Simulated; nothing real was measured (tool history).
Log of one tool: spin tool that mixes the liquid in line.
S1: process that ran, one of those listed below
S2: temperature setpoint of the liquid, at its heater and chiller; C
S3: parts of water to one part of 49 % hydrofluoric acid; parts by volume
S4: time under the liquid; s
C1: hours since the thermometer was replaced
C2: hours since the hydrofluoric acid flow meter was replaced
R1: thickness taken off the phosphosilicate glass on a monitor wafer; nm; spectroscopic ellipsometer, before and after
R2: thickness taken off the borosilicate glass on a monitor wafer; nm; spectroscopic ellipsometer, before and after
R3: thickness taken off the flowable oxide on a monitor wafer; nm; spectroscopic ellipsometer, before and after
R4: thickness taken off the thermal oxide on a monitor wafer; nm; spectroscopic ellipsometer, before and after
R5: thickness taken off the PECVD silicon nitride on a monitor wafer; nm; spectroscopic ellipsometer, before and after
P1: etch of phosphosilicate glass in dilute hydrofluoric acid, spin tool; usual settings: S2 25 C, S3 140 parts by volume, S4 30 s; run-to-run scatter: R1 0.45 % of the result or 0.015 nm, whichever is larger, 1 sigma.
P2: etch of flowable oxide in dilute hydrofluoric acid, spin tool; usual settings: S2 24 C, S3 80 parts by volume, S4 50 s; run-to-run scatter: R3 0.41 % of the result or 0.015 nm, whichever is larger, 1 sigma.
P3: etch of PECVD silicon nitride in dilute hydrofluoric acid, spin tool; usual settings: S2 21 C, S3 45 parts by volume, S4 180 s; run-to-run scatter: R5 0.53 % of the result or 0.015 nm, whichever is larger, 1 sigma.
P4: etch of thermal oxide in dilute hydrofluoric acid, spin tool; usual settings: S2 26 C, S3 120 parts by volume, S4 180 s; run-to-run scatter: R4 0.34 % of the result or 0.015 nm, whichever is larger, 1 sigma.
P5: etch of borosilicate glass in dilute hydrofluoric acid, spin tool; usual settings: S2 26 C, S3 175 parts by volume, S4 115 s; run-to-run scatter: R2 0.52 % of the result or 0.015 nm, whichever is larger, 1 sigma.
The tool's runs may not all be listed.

Run 1, hour 8.2: S1 P1, S2 25 C, S3 140 parts by volume, S4 30 s; C1 580.2; C2 421.4. Result: R1 26.878 nm.
Run 2, hour 16: S1 P5, S2 26 C, S3 175 parts by volume, S4 115 s; C1 588; C2 429.2. Result: R2 20.045 nm.
Run 3, hour 22.7: S1 P2, S2 24 C, S3 80 parts by volume, S4 50 s; C1 594.7; C2 435.9. Result: R3 23.132 nm.
Run 4, hour 27.6: S1 P1, S2 29.5 C, S3 140 parts by volume, S4 30 s; C1 599.6; C2 440.8. Result: R1 31.892 nm.
Run 5, hour 33.4: S1 P1, S2 25 C, S3 140 parts by volume, S4 30 s; C1 605.4; C2 446.6. Result: R1 26.642 nm.
Run 6, hour 42.1: S1 P4, S2 26 C, S3 120 parts by volume, S4 180 s; C1 614.1; C2 455.3. Result: R4 7.0605 nm.
Run 7, hour 51.1: S1 P1, S2 17.5 C, S3 140 parts by volume, S4 30 s; C1 623.1; C2 464.3. Result: R1 19.912 nm.
Run 8, hour 58.4: S1 P4, S2 30.5 C, S3 120 parts by volume, S4 180 s; C1 630.4; C2 471.6. Result: R4 8.3164 nm.
Run 9, hour 64.9: S1 P3, S2 21 C, S3 75 parts by volume, S4 180 s; C1 636.9; C2 478.1. Result: R5 6.1552 nm.
Run 10, hour 69.3: S1 P1, S2 25 C, S3 140 parts by volume, S4 30 s; C1 641.3; C2 482.5. Result: R1 26.857 nm.
Run 11, hour 77.6: S1 P4, S2 26 C, S3 25 parts by volume, S4 180 s; C1 649.6; C2 490.8. Result: R4 38.474 nm.
Run 12, hour 85.1: S1 P4, S2 26 C, S3 120 parts by volume, S4 20 s; C1 657.1; C2 498.3. Result: R4 0.78384 nm.
Run 13, hour 92.4: S1 P2, S2 24 C, S3 35 parts by volume, S4 50 s; C1 664.4; C2 505.6. Result: R3 56.311 nm.
Run 14, hour 102: S1 P1, S2 20 C, S3 140 parts by volume, S4 15 s; C1 674; C2 515.2. Result: R1 11.059 nm.
Run 15, hour 107.6: S1 P2, S2 28 C, S3 80 parts by volume, S4 50 s; C1 679.6; C2 520.8. Result: R3 26.99 nm.
Run 16, hour 115.3: S1 P5, S2 26 C, S3 175 parts by volume, S4 115 s; C1 687.3; C2 528.5. Result: R2 19.932 nm.
Run 17, hour 123.3: S1 P1, S2 25 C, S3 210 parts by volume, S4 30 s; C1 695.3; C2 536.5. Result: R1 16.62 nm.
Run 18, hour 131.6: S1 P1, S2 20.5 C, S3 245 parts by volume, S4 30 s; C1 703.6; C2 544.8. Result: R1 11.539 nm.
Run 19, hour 140.1: S1 P3, S2 21 C, S3 45 parts by volume, S4 180 s; C1 712.1; C2 553.3. Result: R5 10.132 nm.
Run 20, hour 147.1: S1 P1, S2 25 C, S3 85 parts by volume, S4 30 s; C1 719.1; C2 560.3. Result: R1 47.917 nm.
Run 21, hour 152.9: S1 P3, S2 29 C, S3 45 parts by volume, S4 180 s; C1 724.9; C2 566.1. Result: R5 17.334 nm.
Run 22, hour 157.6: S1 P1, S2 25 C, S3 95 parts by volume, S4 50 s; C1 729.6; C2 570.8. Result: R1 69.581 nm.
Run 23, hour 164.9: S1 P5, S2 26 C, S3 95 parts by volume, S4 115 s; C1 736.9; C2 578.1. Result: R2 40.516 nm.
Run 24, hour 173.5: S1 P4, S2 26 C, S3 120 parts by volume, S4 180 s; C1 745.5; C2 586.7. Result: R4 7.0387 nm.
Run 25, hour 181.6: S1 P1, S2 25 C, S3 140 parts by volume, S4 60 s; C1 753.6; C2 594.8. Result: R1 53.788 nm.
At hour 185.7: hydrofluoric acid flow meter replaced.
Run 26, hour 189.2: S1 P1, S2 25 C, S3 140 parts by volume, S4 30 s; C1 761.2; C2 3.6. Result: R1 26.931 nm.

Forecast run 27:
Run 27, hour 196.2: S1 P2, S2 24 C, S3 80 parts by volume, S4 15 s; C1 768.2; C2 10.6. Result: R3 ?.

R3: 6.9611 nm

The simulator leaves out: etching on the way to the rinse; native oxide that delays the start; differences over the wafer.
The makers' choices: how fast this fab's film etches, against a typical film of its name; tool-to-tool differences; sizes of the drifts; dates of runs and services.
